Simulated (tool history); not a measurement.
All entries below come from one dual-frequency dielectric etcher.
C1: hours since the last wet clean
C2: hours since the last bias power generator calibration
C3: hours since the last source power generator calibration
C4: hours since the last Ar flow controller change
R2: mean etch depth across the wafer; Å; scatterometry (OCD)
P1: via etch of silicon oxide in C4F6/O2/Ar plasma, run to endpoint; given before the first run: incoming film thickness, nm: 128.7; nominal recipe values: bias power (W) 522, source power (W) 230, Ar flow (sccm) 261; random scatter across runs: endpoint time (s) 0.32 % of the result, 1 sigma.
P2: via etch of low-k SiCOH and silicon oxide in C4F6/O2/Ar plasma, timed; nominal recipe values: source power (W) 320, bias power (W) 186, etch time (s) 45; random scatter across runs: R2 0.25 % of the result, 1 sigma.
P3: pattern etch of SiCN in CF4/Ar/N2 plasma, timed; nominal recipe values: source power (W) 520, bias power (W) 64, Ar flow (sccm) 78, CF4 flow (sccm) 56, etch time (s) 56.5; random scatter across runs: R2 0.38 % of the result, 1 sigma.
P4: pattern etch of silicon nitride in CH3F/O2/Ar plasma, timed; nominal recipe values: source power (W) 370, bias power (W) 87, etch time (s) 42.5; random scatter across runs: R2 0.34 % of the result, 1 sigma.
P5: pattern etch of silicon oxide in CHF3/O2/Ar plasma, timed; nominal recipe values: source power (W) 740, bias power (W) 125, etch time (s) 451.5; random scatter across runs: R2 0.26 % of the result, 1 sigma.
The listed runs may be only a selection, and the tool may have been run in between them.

run 1 hour=3.7 | process_that_ran=P1 bias_power_(W)=522 source_power_(W)=230 Ar_flow_(sccm)=261 | C1=474.7 C2=1233.4 C3=1724.5 C4=860.1 | endpoint_time_(s)=33.955
run 2 hour=5.7 | process_that_ran=P1 bias_power_(W)=522 source_power_(W)=230 Ar_flow_(sccm)=261 | C1=476.7 C2=1235.4 C3=1726.5 C4=862.1 | endpoint_time_(s)=33.9
run 3 hour=9.6 | process_that_ran=P2 bias_power_(W)=132 source_power_(W)=320 etch_time_(s)=45 | C1=480.6 C2=1239.3 C3=1730.4 C4=866 | R2=933.21
run 4 hour=12.9 | process_that_ran=P3 bias_power_(W)=64 source_power_(W)=740 Ar_flow_(sccm)=78 etch_time_(s)=56.5 CF4_flow_(sccm)=56 | C1=483.9 C2=1242.6 C3=1733.7 C4=869.3 | R2=701.94
run 5 hour=15.5 | process_that_ran=P3 bias_power_(W)=64 source_power_(W)=520 Ar_flow_(sccm)=78 etch_time_(s)=41.5 CF4_flow_(sccm)=56 | C1=486.5 C2=1245.2 C3=1736.3 C4=871.9 | R2=380.52
run 6 hour=18 | process_that_ran=P1 bias_power_(W)=522 source_power_(W)=230 Ar_flow_(sccm)=261 | C1=489 C2=1247.7 C3=1738.8 C4=874.4 | endpoint_time_(s)=34.109
run 7 hour=20.6 | process_that_ran=P5 bias_power_(W)=165 source_power_(W)=740 etch_time_(s)=451.5 | C1=491.6 C2=1250.3 C3=1741.4 C4=877 | R2=9382.2
run 8 hour=23.6 | process_that_ran=P5 bias_power_(W)=125 source_power_(W)=740 etch_time_(s)=597.5 | C1=494.6 C2=1253.3 C3=1744.4 C4=880 | R2=11338
run 9 hour=26.1 | process_that_ran=P1 bias_power_(W)=374 source_power_(W)=230 Ar_flow_(sccm)=194 | C1=497.1 C2=1255.8 C3=1746.9 C4=882.5 | endpoint_time_(s)=36.964
run 10 hour=29.1 | process_that_ran=P5 bias_power_(W)=125 source_power_(W)=740 etch_time_(s)=451.5 | C1=500.1 C2=1258.8 C3=1749.9 C4=885.5 | R2=8594.1
run 11 hour=32.5 | process_that_ran=P1 bias_power_(W)=522 source_power_(W)=230 Ar_flow_(sccm)=261 | C1=503.5 C2=1262.2 C3=1753.3 C4=888.9 | endpoint_time_(s)=34.037
run 12 hour=36.4 | process_that_ran=P2 bias_power_(W)=186 source_power_(W)=450 etch_time_(s)=45 | C1=507.4 C2=1266.1 C3=1757.2 C4=892.8 | R2=1190.1
run 13 hour=39.2 | process_that_ran=P1 bias_power_(W)=522 source_power_(W)=300 Ar_flow_(sccm)=261 | C1=510.2 C2=1268.9 C3=1760 C4=895.6 | endpoint_time_(s)=30.86
run 14 hour=43.4 | process_that_ran=P3 bias_power_(W)=64 source_power_(W)=520 Ar_flow_(sccm)=78 etch_time_(s)=56.5 CF4_flow_(sccm)=56 | C1=514.4 C2=1273.1 C3=1764.2 C4=899.8 | R2=514.29
run 15 hour=46.6 | process_that_ran=P1 bias_power_(W)=702 source_power_(W)=230 Ar_flow_(sccm)=261 | C1=517.6 C2=1276.3 C3=1767.4 C4=903 | endpoint_time_(s)=30.264
run 16 hour=49.9 | process_that_ran=P1 bias_power_(W)=431 source_power_(W)=230 Ar_flow_(sccm)=359 | C1=520.9 C2=1279.6 C3=1770.7 C4=906.3 | endpoint_time_(s)=37.795
run 17 hour=53.7 | process_that_ran=P1 bias_power_(W)=522 source_power_(W)=230 Ar_flow_(sccm)=313 | C1=524.7 C2=1283.4 C3=1774.5 C4=910.1 | endpoint_time_(s)=34.694
run 18 hour=57.9 | process_that_ran=P4 bias_power_(W)=87 source_power_(W)=370 etch_time_(s)=42.5 | C1=528.9 C2=1287.6 C3=1778.7 C4=914.3 | R2=318.58
run 19 hour=61.1 | process_that_ran=P1 bias_power_(W)=522 source_power_(W)=270 Ar_flow_(sccm)=357 | C1=532.1 C2=1290.8 C3=1781.9 C4=917.5 | endpoint_time_(s)=33.123
run 20 hour=63.6 | process_that_ran=P1 bias_power_(W)=522 source_power_(W)=150 Ar_flow_(sccm)=261 | C1=534.6 C2=1293.3 C3=1784.4 C4=920 | endpoint_time_(s)=39.532
run 21 hour=66.5 | process_that_ran=P2 bias_power_(W)=186 source_power_(W)=320 etch_time_(s)=28 | C1=537.5 C2=1296.2 C3=1787.3 C4=922.9 | R2=645.43
run 22 hour=70.3 | process_that_ran=P1 bias_power_(W)=522 source_power_(W)=230 Ar_flow_(sccm)=192 | C1=541.3 C2=1300 C3=1791.1 C4=926.7 | endpoint_time_(s)=32.802
run 23 hour=73 | process_that_ran=P3 bias_power_(W)=64 source_power_(W)=520 Ar_flow_(sccm)=78 etch_time_(s)=56.5 CF4_flow_(sccm)=44 | C1=544 C2=1302.7 C3=1793.8 C4=929.4 | R2=497.98
run 24 hour=76.2 | process_that_ran=P4 bias_power_(W)=87 source_power_(W)=370 etch_time_(s)=23.5 | C1=547.2 C2=1305.9 C3=1797 C4=932.6 | R2=175.64
run 25 hour=78.2 | process_that_ran=P1 bias_power_(W)=522 source_power_(W)=230 Ar_flow_(sccm)=261 | C1=549.2 C2=1307.9 C3=1799 C4=934.6 | endpoint_time_(s)=33.96
run 26 hour=82.1 | process_that_ran=P1 bias_power_(W)=364 source_power_(W)=230 Ar_flow_(sccm)=261 | C1=553.1 C2=1311.8 C3=1802.9 C4=938.5 | endpoint_time_(s)=38.874
run 27 hour=85.4 | process_that_ran=P5 bias_power_(W)=125 source_power_(W)=980 etch_time_(s)=451.5 | C1=556.4 C2=1315.1 C3=1806.2 C4=941.8 | R2=9596.6
run 28 hour=88.8 | process_that_ran=P2 bias_power_(W)=186 source_power_(W)=320 etch_time_(s)=45 | C1=559.8 C2=1318.5 C3=1809.6 C4=945.2 | R2=1041.4
run 29 hour=91.7 | process_that_ran=P4 bias_power_(W)=87 source_power_(W)=470 etch_time_(s)=42.5 | C1=562.7 C2=1321.4 C3=1812.5 C4=948.1 | R2=347.76
run 30 hour=94.8 | process_that_ran=P4 bias_power_(W)=68 source_power_(W)=370 etch_time_(s)=42.5 | C1=565.8 C2=1324.5 C3=1815.6 C4=951.2 | R2=292.1
run 31 hour=98.3 | process_that_ran=P3 bias_power_(W)=64 source_power_(W)=520 Ar_flow_(sccm)=110 etch_time_(s)=56.5 CF4_flow_(sccm)=56 | C1=569.3 C2=1328 C3=1819.1 C4=954.7 | R2=494.19
run 32 hour=101.1 | process_that_ran=P2 bias_power_(W)=186 source_power_(W)=320 etch_time_(s)=45 | C1=572.1 C2=1330.8 C3=1821.9 C4=957.5 | R2=1037
run 33 hour=105 | process_that_ran=P3 bias_power_(W)=41 source_power_(W)=520 Ar_flow_(sccm)=78 etch_time_(s)=56.5 CF4_flow_(sccm)=56 | C1=576 C2=1334.7 C3=1825.8 C4=961.4 | R2=451.47
run 34 hour=108.8 | process_that_ran=P1 bias_power_(W)=522 source_power_(W)=230 Ar_flow_(sccm)=261 | C1=579.8 C2=1338.5 C3=1829.6 C4=965.2 | endpoint_time_(s)=33.88
run 35 hour=112.4 | process_that_ran=P1 bias_power_(W)=522 source_power_(W)=230 Ar_flow_(sccm)=261 | C1=583.4 C2=1342.1 C3=1833.2 C4=968.8 | endpoint_time_(s)=33.516
run 36 hour=116.2 | process_that_ran=P1 bias_power_(W)=522 source_power_(W)=230 Ar_flow_(sccm)=261 | C1=587.2 C2=1345.9 C3=1837 C4=972.6 | endpoint_time_(s)=33.596
run 37 hour=119.5 | process_that_ran=P1 bias_power_(W)=522 source_power_(W)=230 Ar_flow_(sccm)=261 | C1=590.5 C2=1349.2 C3=1840.3 C4=975.9 | endpoint_time_(s)=33.563
run 38 hour=123.4 | process_that_ran=P1 bias_power_(W)=522 source_power_(W)=230 Ar_flow_(sccm)=261 | C1=594.4 C2=1353.1 C3=1844.2 C4=979.8 | endpoint_time_(s)=33.597
-- hour=124.6 Ar flow controller replaced
run 39 hour=125.7 | process_that_ran=P1 bias_power_(W)=522 source_power_(W)=230 Ar_flow_(sccm)=261 | C1=596.7 C2=1355.4 C3=1846.5 C4=1.1 | endpoint_time_(s)=33.445
-- hour=126 wet clean of the chamber
run 40 hour=128.3 | process_that_ran=P1 bias_power_(W)=522 source_power_(W)=230 Ar_flow_(sccm)=261 | C1=2.3 C2=1358 C3=1849.1 C4=3.7 | endpoint_time_(s)=33.316
run 41 hour=130.8 | process_that_ran=P1 bias_power_(W)=522 source_power_(W)=230 Ar_flow_(sccm)=261 | C1=4.8 C2=1360.5 C3=1851.6 C4=6.2 | endpoint_time_(s)=33.23
run 42 hour=133.3 | process_that_ran=P1 bias_power_(W)=522 source_power_(W)=230 Ar_flow_(sccm)=261 | C1=7.3 C2=1363 C3=1854.1 C4=8.7 | endpoint_time_(s)=33.362

Something has made what P1 gives creep away from where it was; the 2 causes below, each at its own stated size, fit the log equally well:
A: source power that arrives over what is set, % = 4.47
B: bias power that arrives over what is set, % = 4.21
The onset of the drift is placed at about hour 108.8.
The rest of the possible causes, and what rules out each one:
chamber walls in a state that raises the etch rate, %: serviced at hour 126, after the drift had started, without restoring the earlier output
Ar flow that arrives under what is set, %: serviced at hour 124.6, after the drift had started, without restoring the earlier output

Consider the 4 check runs below, whose results appear as question marks and each of which averages 2 wafers. Which one distinguishes the causes, in that each cause would give it a clearly different result?
run check 1 hour=135.8 | process_that_ran=P5 bias_power_(W)=159 source_power_(W)=740 etch_time_(s)=574 | R2=?
run check 2 hour=135.8 | process_that_ran=P2 bias_power_(W)=186 source_power_(W)=430 etch_time_(s)=32.5 | R2=?
run check 3 hour=135.8 | process_that_ran=P3 bias_power_(W)=64 source_power_(W)=730 Ar_flow_(sccm)=107 etch_time_(s)=56.5 CF4_flow_(sccm)=56 | R2=?
run check 4 hour=135.8 | process_that_ran=P4 bias_power_(W)=87 source_power_(W)=450 etch_time_(s)=23.5 | R2=?

How each check would come out, cause by cause:
check=check_1 result=R2 if_A=11984 if_B=11941
check=check_2 result=R2 if_A=855.7 if_B=852.34
check=check_3 result=R2 if_A=687.36 if_B=670.85
check=check_4 result=R2 if_A=192.41 if_B=192.07
Per-check spread between the two closest causes, in the result where they differ most: check 1 0.36 %; check 2 0.39 %; check 3 2.43 %; check 4 0.18 %
Only in check 3 would the causes give clearly different results; in the remaining checks their results would be nearly the same.

After running check 3, the following was obtained: R2 686.97 Å. Which cause does this point to?

A is the cause: source power that arrives over what is set, %.

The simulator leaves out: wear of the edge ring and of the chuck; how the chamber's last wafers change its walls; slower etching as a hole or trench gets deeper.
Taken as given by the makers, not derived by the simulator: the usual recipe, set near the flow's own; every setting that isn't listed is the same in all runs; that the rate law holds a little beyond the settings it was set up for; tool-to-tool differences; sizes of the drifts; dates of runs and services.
